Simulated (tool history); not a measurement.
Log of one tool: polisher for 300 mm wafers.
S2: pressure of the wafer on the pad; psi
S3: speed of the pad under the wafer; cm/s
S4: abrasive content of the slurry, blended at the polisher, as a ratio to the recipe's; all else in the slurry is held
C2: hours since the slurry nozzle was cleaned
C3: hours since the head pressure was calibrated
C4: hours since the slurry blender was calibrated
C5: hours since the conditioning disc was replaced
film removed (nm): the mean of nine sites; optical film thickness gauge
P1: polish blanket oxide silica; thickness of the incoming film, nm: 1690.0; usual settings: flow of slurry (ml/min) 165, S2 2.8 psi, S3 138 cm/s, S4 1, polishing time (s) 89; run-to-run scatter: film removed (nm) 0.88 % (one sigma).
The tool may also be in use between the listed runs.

{"run": 1, "hour": 7.2, "flow of slurry (ml/min)": 165, "S2": 2.8, "S3": 138, "S4": 1, "polishing time (s)": 89, "wafers polished on this pad": 418, "C2": 159.1, "C3": 226, "C4": 163.8, "C5": 124.8, "film removed (nm)": 225.28}
{"run": 2, "hour": 15.8, "flow of slurry (ml/min)": 165, "S2": 2.8, "S3": 138, "S4": 1.35, "polishing time (s)": 89, "wafers polished on this pad": 480, "C2": 167.7, "C3": 234.6, "C4": 172.4, "C5": 133.4, "film removed (nm)": 257.22}
{"run": 3, "hour": 21.9, "flow of slurry (ml/min)": 165, "S2": 2.8, "S3": 196, "S4": 1, "polishing time (s)": 89, "wafers polished on this pad": 524, "C2": 173.8, "C3": 240.7, "C4": 178.5, "C5": 139.5, "film removed (nm)": 303.43}
{"hour": 26.0, "done": "head pressure recalibrated"}
{"run": 4, "hour": 30.7, "flow of slurry (ml/min)": 165, "S2": 2.8, "S3": 138, "S4": 1, "polishing time (s)": 89, "wafers polished on this pad": 586, "C2": 182.6, "C3": 4.7, "C4": 187.3, "C5": 148.3, "film removed (nm)": 228.64}
{"run": 5, "hour": 37.6, "flow of slurry (ml/min)": 165, "S2": 2.8, "S3": 138, "S4": 1, "polishing time (s)": 89, "wafers polished on this pad": 636, "C2": 189.5, "C3": 11.6, "C4": 194.2, "C5": 155.2, "film removed (nm)": 231.39}
{"run": 6, "hour": 44.7, "flow of slurry (ml/min)": 165, "S2": 1.3, "S3": 138, "S4": 1, "polishing time (s)": 89, "wafers polished on this pad": 687, "C2": 196.6, "C3": 18.7, "C4": 201.3, "C5": 162.3, "film removed (nm)": 105.87}
{"run": 7, "hour": 50.8, "flow of slurry (ml/min)": 165, "S2": 2.8, "S3": 138, "S4": 1, "polishing time (s)": 89, "wafers polished on this pad": 730, "C2": 202.7, "C3": 24.8, "C4": 207.4, "C5": 168.4, "film removed (nm)": 227}
{"run": 8, "hour": 58.1, "flow of slurry (ml/min)": 165, "S2": 2.8, "S3": 138, "S4": 1, "polishing time (s)": 89, "wafers polished on this pad": 782, "C2": 210, "C3": 32.1, "C4": 214.7, "C5": 175.7, "film removed (nm)": 226.84}
{"run": 9, "hour": 67.2, "flow of slurry (ml/min)": 165, "S2": 2.8, "S3": 138, "S4": 1, "polishing time (s)": 141, "wafers polished on this pad": 847, "C2": 219.1, "C3": 41.2, "C4": 223.8, "C5": 184.8, "film removed (nm)": 362.63}
{"run": 10, "hour": 72.4, "flow of slurry (ml/min)": 165, "S2": 2.8, "S3": 88, "S4": 0.65, "polishing time (s)": 89, "wafers polished on this pad": 885, "C2": 224.3, "C3": 46.4, "C4": 229, "C5": 190, "film removed (nm)": 126.73}
{"run": 11, "hour": 77.9, "flow of slurry (ml/min)": 260, "S2": 2.8, "S3": 138, "S4": 1, "polishing time (s)": 58, "wafers polished on this pad": 924, "C2": 229.8, "C3": 51.9, "C4": 234.5, "C5": 195.5, "film removed (nm)": 157.73}
{"run": 12, "hour": 83.7, "flow of slurry (ml/min)": 165, "S2": 4.4, "S3": 138, "S4": 1, "polishing time (s)": 89, "wafers polished on this pad": 965, "C2": 235.6, "C3": 57.7, "C4": 240.3, "C5": 201.3, "film removed (nm)": 355.47}
{"run": 13, "hour": 90.3, "flow of slurry (ml/min)": 100, "S2": 2.8, "S3": 138, "S4": 1, "polishing time (s)": 89, "wafers polished on this pad": 1013, "C2": 242.2, "C3": 64.3, "C4": 246.9, "C5": 207.9, "film removed (nm)": 206.48}
{"run": 14, "hour": 98.5, "flow of slurry (ml/min)": 165, "S2": 2.8, "S3": 138, "S4": 1, "polishing time (s)": 48, "wafers polished on this pad": 1071, "C2": 250.4, "C3": 72.5, "C4": 255.1, "C5": 216.1, "film removed (nm)": 122.74}
{"run": 15, "hour": 104.6, "flow of slurry (ml/min)": 165, "S2": 2.8, "S3": 138, "S4": 0.5, "polishing time (s)": 89, "wafers polished on this pad": 1115, "C2": 256.5, "C3": 78.6, "C4": 261.2, "C5": 222.2, "film removed (nm)": 155.07}
{"run": 16, "hour": 109.6, "flow of slurry (ml/min)": 165, "S2": 2.8, "S3": 72, "S4": 1, "polishing time (s)": 89, "wafers polished on this pad": 1151, "C2": 261.5, "C3": 83.6, "C4": 266.2, "C5": 227.2, "film removed (nm)": 136.24}
{"run": 17, "hour": 116.4, "flow of slurry (ml/min)": 165, "S2": 2.8, "S3": 138, "S4": 1, "polishing time (s)": 89, "wafers polished on this pad": 1199, "C2": 268.3, "C3": 90.4, "C4": 273, "C5": 234, "film removed (nm)": 226.1}
{"run": 18, "hour": 124.2, "flow of slurry (ml/min)": 210, "S2": 2.8, "S3": 138, "S4": 1, "polishing time (s)": 89, "wafers polished on this pad": 1255, "C2": 276.1, "C3": 98.2, "C4": 280.8, "C5": 241.8, "film removed (nm)": 237.01}
{"run": 19, "hour": 129.7, "flow of slurry (ml/min)": 165, "S2": 2.8, "S3": 138, "S4": 1, "polishing time (s)": 89, "wafers polished on this pad": 1294, "C2": 281.6, "C3": 103.7, "C4": 286.3, "C5": 247.3, "film removed (nm)": 227.5}
{"run": 20, "hour": 137.7, "flow of slurry (ml/min)": 165, "S2": 2.8, "S3": 138, "S4": 1, "polishing time (s)": 89, "wafers polished on this pad": 1352, "C2": 289.6, "C3": 111.7, "C4": 294.3, "C5": 255.3, "film removed (nm)": 223.27}
{"run": 21, "hour": 142.3, "flow of slurry (ml/min)": 165, "S2": 2.8, "S3": 138, "S4": 1, "polishing time (s)": 89, "wafers polished on this pad": 1385, "C2": 294.2, "C3": 116.3, "C4": 298.9, "C5": 259.9, "film removed (nm)": 221.46}
{"run": 22, "hour": 148.4, "flow of slurry (ml/min)": 165, "S2": 2.8, "S3": 138, "S4": 1, "polishing time (s)": 89, "wafers polished on this pad": 1428, "C2": 300.3, "C3": 122.4, "C4": 305, "C5": 266, "film removed (nm)": 213.87}
{"hour": 151.7, "done": "conditioning disc replaced and pad reconditioned"}
{"run": 23, "hour": 155.9, "flow of slurry (ml/min)": 165, "S2": 2.8, "S3": 138, "S4": 1, "polishing time (s)": 89, "wafers polished on this pad": 1482, "C2": 307.8, "C3": 129.9, "C4": 312.5, "C5": 4.3, "film removed (nm)": 214.21}
{"run": 24, "hour": 160.9, "flow of slurry (ml/min)": 165, "S2": 2.8, "S3": 138, "S4": 1, "polishing time (s)": 89, "wafers polished on this pad": 1518, "C2": 312.8, "C3": 134.9, "C4": 317.5, "C5": 9.3, "film removed (nm)": 216.67}
{"hour": 161.4, "done": "head pressure recalibrated"}
{"hour": 168.6, "done": "slurry blender recalibrated"}
{"run": 25, "hour": 169.8, "flow of slurry (ml/min)": 165, "S2": 2.8, "S3": 138, "S4": 1, "polishing time (s)": 89, "wafers polished on this pad": 1581, "C2": 321.7, "C3": 8.4, "C4": 1.2, "C5": 18.2, "film removed (nm)": 214.26}
{"run": 26, "hour": 178.3, "flow of slurry (ml/min)": 165, "S2": 2.8, "S3": 138, "S4": 1, "polishing time (s)": 89, "wafers polished on this pad": 1642, "C2": 330.2, "C3": 16.9, "C4": 9.7, "C5": 26.7, "film removed (nm)": 210.15}
{"run": 27, "hour": 185.8, "flow of slurry (ml/min)": 165, "S2": 2.8, "S3": 138, "S4": 1, "polishing time (s)": 89, "wafers polished on this pad": 1696, "C2": 337.7, "C3": 24.4, "C4": 17.2, "C5": 34.2, "film removed (nm)": 210.6}

What P1 gives has crept away from where it was. These 2 causes fit the log equally well, each at the size given:
A: slurry flow missing at the pad, % = 32.5
B: removal rate lost through wear of the pad, % = 7.19
The creep began at about hour 129.7.
Why every other cause is out:
head's pressure below its setpoint, %: serviced at hour 161.4, which brought nothing back
abrasive missing from the slurry, %: serviced at hour 168.6, which brought nothing back
time polished since the conditioner stopped cutting, s: serviced at hour 151.7, which brought nothing back

4 check runs are offered, each on 3 wafers whose results are averaged, their results left as question marks. Which one tells the causes apart?
{"run": "check 1", "hour": 193.3, "flow of slurry (ml/min)": 105, "S2": 1.4, "S3": 138, "S4": 1, "polishing time (s)": 89, "film removed (nm)": "?"}
{"run": "check 2", "hour": 193.3, "flow of slurry (ml/min)": 165, "S2": 2.8, "S3": 138, "S4": 0.65, "polishing time (s)": 134, "film removed (nm)": "?"}
{"run": "check 3", "hour": 193.3, "flow of slurry (ml/min)": 165, "S2": 2.8, "S3": 138, "S4": 0.55, "polishing time (s)": 120, "film removed (nm)": "?"}
{"run": "check 4", "hour": 193.3, "flow of slurry (ml/min)": 165, "S2": 4.2, "S3": 138, "S4": 0.55, "polishing time (s)": 89, "film removed (nm)": "?"}

What each check would give under each cause:
check=check_1 result=film_removed_(nm) if_A=92.896 if_B=96.397
check=check_2 result=film_removed_(nm) if_A=254.72 if_B=254.73
check=check_3 result=film_removed_(nm) if_A=206.97 if_B=206.98
check=check_4 result=film_removed_(nm) if_A=230.25 if_B=230.26
How far apart the two closest causes lie, in the result that separates them most: check 1 3.7 %; check 2 0 %; check 3 0 %; check 4 0 %
Only check 1 tells the causes apart: in the others they would give nearly the same result.

Check 1 was then run and gave: film removed (nm) 93.506. Which cause is it?

It is A: slurry flow missing at the pad, %.
